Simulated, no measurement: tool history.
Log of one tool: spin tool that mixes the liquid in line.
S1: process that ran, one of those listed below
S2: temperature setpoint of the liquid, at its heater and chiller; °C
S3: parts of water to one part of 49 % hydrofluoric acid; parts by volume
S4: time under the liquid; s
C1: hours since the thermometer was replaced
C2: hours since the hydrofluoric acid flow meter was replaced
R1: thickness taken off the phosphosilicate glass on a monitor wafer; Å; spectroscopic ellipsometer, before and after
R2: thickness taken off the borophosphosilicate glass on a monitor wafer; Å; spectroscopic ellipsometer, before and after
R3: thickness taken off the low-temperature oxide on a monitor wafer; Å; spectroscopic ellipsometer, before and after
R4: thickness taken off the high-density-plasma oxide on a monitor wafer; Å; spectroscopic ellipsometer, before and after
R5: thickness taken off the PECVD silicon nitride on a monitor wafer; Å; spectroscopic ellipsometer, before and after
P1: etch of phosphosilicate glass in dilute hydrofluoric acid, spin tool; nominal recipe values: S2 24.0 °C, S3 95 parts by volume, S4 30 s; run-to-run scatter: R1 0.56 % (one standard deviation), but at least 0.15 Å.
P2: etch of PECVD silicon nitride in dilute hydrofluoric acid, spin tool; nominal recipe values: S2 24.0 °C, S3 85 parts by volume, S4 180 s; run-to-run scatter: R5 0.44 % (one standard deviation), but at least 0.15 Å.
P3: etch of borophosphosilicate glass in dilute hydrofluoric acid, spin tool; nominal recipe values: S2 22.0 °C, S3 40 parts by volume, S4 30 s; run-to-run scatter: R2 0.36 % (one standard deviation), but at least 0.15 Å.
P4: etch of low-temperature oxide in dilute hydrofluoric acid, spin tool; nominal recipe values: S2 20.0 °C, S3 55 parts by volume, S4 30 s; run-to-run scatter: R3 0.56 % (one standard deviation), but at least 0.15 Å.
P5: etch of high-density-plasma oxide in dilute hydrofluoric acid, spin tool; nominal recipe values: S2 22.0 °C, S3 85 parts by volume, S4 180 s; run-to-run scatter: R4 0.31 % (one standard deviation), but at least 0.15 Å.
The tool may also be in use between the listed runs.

run 1 hour=11.4 | S1=P1 S2=24.0 S3=95 S4=30 | C1=1254.7 C2=873.9 | R1=351.76
run 2 hour=24.6 | S1=P1 S2=24.0 S3=35 S4=30 | C1=1267.9 C2=887.1 | R1=1024.60
run 3 hour=31.1 | S1=P1 S2=29.5 S3=95 S4=30 | C1=1274.4 C2=893.6 | R1=432.58
run 4 hour=41.2 | S1=P3 S2=22.0 S3=20 S4=30 | C1=1284.5 C2=903.7 | R2=911.09
run 5 hour=54.0 | S1=P1 S2=24.0 S3=95 S4=50 | C1=1297.3 C2=916.5 | R1=585.53
run 6 hour=66.2 | S1=P4 S2=20.0 S3=55 S4=30 | C1=1309.5 C2=928.7 | R3=108.730
run 7 hour=77.0 | S1=P5 S2=28.5 S3=85 S4=180 | C1=1320.3 C2=939.5 | R4=226.410
run 8 hour=86.7 | S1=P1 S2=24.0 S3=95 S4=30 | C1=1330.0 C2=949.2 | R1=353.22
run 9 hour=95.5 | S1=P4 S2=25.5 S3=55 S4=30 | C1=1338.8 C2=958.0 | R3=136.540
run 10 hour=104.0 | S1=P1 S2=24.0 S3=95 S4=30 | C1=1347.3 C2=966.5 | R1=350.90
run 11 hour=115.1 | S1=P3 S2=22.0 S3=40 S4=15 | C1=1358.4 C2=977.6 | R2=223.36
run 12 hour=121.6 | S1=P1 S2=24.0 S3=95 S4=30 | C1=1364.9 C2=984.1 | R1=354.49
run 13 hour=129.8 | S1=P2 S2=24.0 S3=85 S4=180 | C1=1373.1 C2=992.3 | R5=89.222
run 14 hour=141.7 | S1=P1 S2=19.5 S3=20 S4=30 | C1=1385.0 C2=1004.2 | R1=1523.50
run 15 hour=152.9 | S1=P4 S2=20.0 S3=55 S4=15 | C1=1396.2 C2=1015.4 | R3=54.868
run 16 hour=164.0 | S1=P1 S2=24.0 S3=95 S4=15 | C1=1407.3 C2=1026.5 | R1=173.56
run 17 hour=176.9 | S1=P5 S2=22.0 S3=85 S4=30 | C1=1420.2 C2=1039.4 | R4=28.982
run 18 hour=190.7 | S1=P1 S2=30.0 S3=160 S4=30 | C1=1434.0 C2=1053.2 | R1=242.78
run 19 hour=199.2 | S1=P2 S2=24.0 S3=85 S4=360 | C1=1442.5 C2=1061.7 | R5=178.540
run 20 hour=209.3 | S1=P1 S2=17.0 S3=95 S4=30 | C1=1452.6 C2=1071.8 | R1=264.24
run 21 hour=219.2 | S1=P2 S2=24.0 S3=130 S4=180 | C1=1462.5 C2=1081.7 | R5=59.193
run 22 hour=225.6 | S1=P5 S2=22.0 S3=85 S4=180 | C1=1468.9 C2=1088.1 | R4=175.470
run 23 hour=233.4 | S1=P4 S2=20.0 S3=55 S4=30 | C1=1476.7 C2=1095.9 | R3=109.490
run 24 hour=242.3 | S1=P4 S2=20.0 S3=20 S4=30 | C1=1485.6 C2=1104.8 | R3=311.420
run 25 hour=253.4 | S1=P2 S2=29.0 S3=85 S4=180 | C1=1496.7 C2=1115.9 | R5=124.540
run 26 hour=263.1 | S1=P3 S2=22.0 S3=40 S4=30 | C1=1506.4 C2=1125.6 | R2=446.69
run 27 hour=272.4 | S1=P3 S2=29.0 S3=40 S4=30 | C1=1515.7 C2=1134.9 | R2=597.10
run 28 hour=282.5 | S1=P1 S2=24.0 S3=155 S4=30 | C1=1525.8 C2=1145.0 | R1=200.24
run 29 hour=296.1 | S1=P5 S2=22.0 S3=145 S4=180 | C1=1539.4 C2=1158.6 | R4=95.512
run 30 hour=309.6 | S1=P5 S2=22.0 S3=85 S4=180 | C1=1552.9 C2=1172.1 | R4=175.270
run 31 hour=323.5 | S1=P3 S2=22.0 S3=40 S4=30 | C1=1566.8 C2=1186.0 | R2=446.37
run 32 hour=335.5 | S1=P1 S2=24.0 S3=95 S4=30 | C1=1578.8 C2=1198.0 | R1=351.05
run 33 hour=342.1 | S1=P1 S2=24.0 S3=45 S4=45 | C1=1585.4 C2=1204.6 | R1=1185.80
run 34 hour=354.2 | S1=P1 S2=24.0 S3=95 S4=30 | C1=1597.5 C2=1216.7 | R1=352.11
run 35 hour=364.4 | S1=P1 S2=24.0 S3=95 S4=30 | C1=1607.7 C2=1226.9 | R1=361.06
run 36 hour=373.4 | S1=P1 S2=24.0 S3=95 S4=30 | C1=1616.7 C2=1235.9 | R1=368.33
run 37 hour=385.3 | S1=P1 S2=24.0 S3=95 S4=30 | C1=1628.6 C2=1247.8 | R1=374.92
run 38 hour=392.5 | S1=P1 S2=24.0 S3=95 S4=30 | C1=1635.8 C2=1255.0 | R1=375.49
run 39 hour=399.5 | S1=P1 S2=24.0 S3=95 S4=30 | C1=1642.8 C2=1262.0 | R1=374.24
run 40 hour=412.6 | S1=P1 S2=24.0 S3=95 S4=30 | C1=1655.9 C2=1275.1 | R1=373.73
run 41 hour=422.7 | S1=P1 S2=24.0 S3=95 S4=30 | C1=1666.0 C2=1285.2 | R1=372.64

The output of P1 has drifted from where it used to be. Each of the 2 causes below, taken at the size shown beside it, accounts for the log equally well:
A: hydrofluoric acid flow above the setpoint (%) = 6.21
B: liquid hotter than its thermometer reads (K) = 1.71
Onset of the creep was near hour 354.2.

Of the 4 check runs listed below, each run on one wafer and each result written as a question mark, which would let you distinguish the listed causes because they would give clearly different results?
run check 1 hour=432.8 | S1=P3 S2=22.0 S3=40 S4=30 | R2=?
run check 2 hour=432.8 | S1=P5 S2=22.0 S3=85 S4=180 | R4=?
run check 3 hour=432.8 | S1=P4 S2=20.0 S3=55 S4=30 | R3=?
run check 4 hour=432.8 | S1=P2 S2=24.0 S3=85 S4=180 | R5=?

Outcome of each check run for each possible cause:
check=check_1 result=R2 if_A=475.61 if_B=479.57
check=check_2 result=R4 if_A=187.260 if_B=187.820
check=check_3 result=R3 if_A=116.310 if_B=117.210
check=check_4 result=R5 if_A=95.083 if_B=100.290
Gap, in per cent, between the two causes that each check separates least, read from the result that separates them most: check 1 0.83 %; check 2 0.3 %; check 3 0.77 %; check 4 5.33 %
The other checks would show nearly matching results whichever cause is true, so check 4 is the only one that separates the causes.

With check 4 done, the readings were: R5 95.618 Å. Identify which of the listed causes applies.

The cause is A: hydrofluoric acid flow above the setpoint (%).

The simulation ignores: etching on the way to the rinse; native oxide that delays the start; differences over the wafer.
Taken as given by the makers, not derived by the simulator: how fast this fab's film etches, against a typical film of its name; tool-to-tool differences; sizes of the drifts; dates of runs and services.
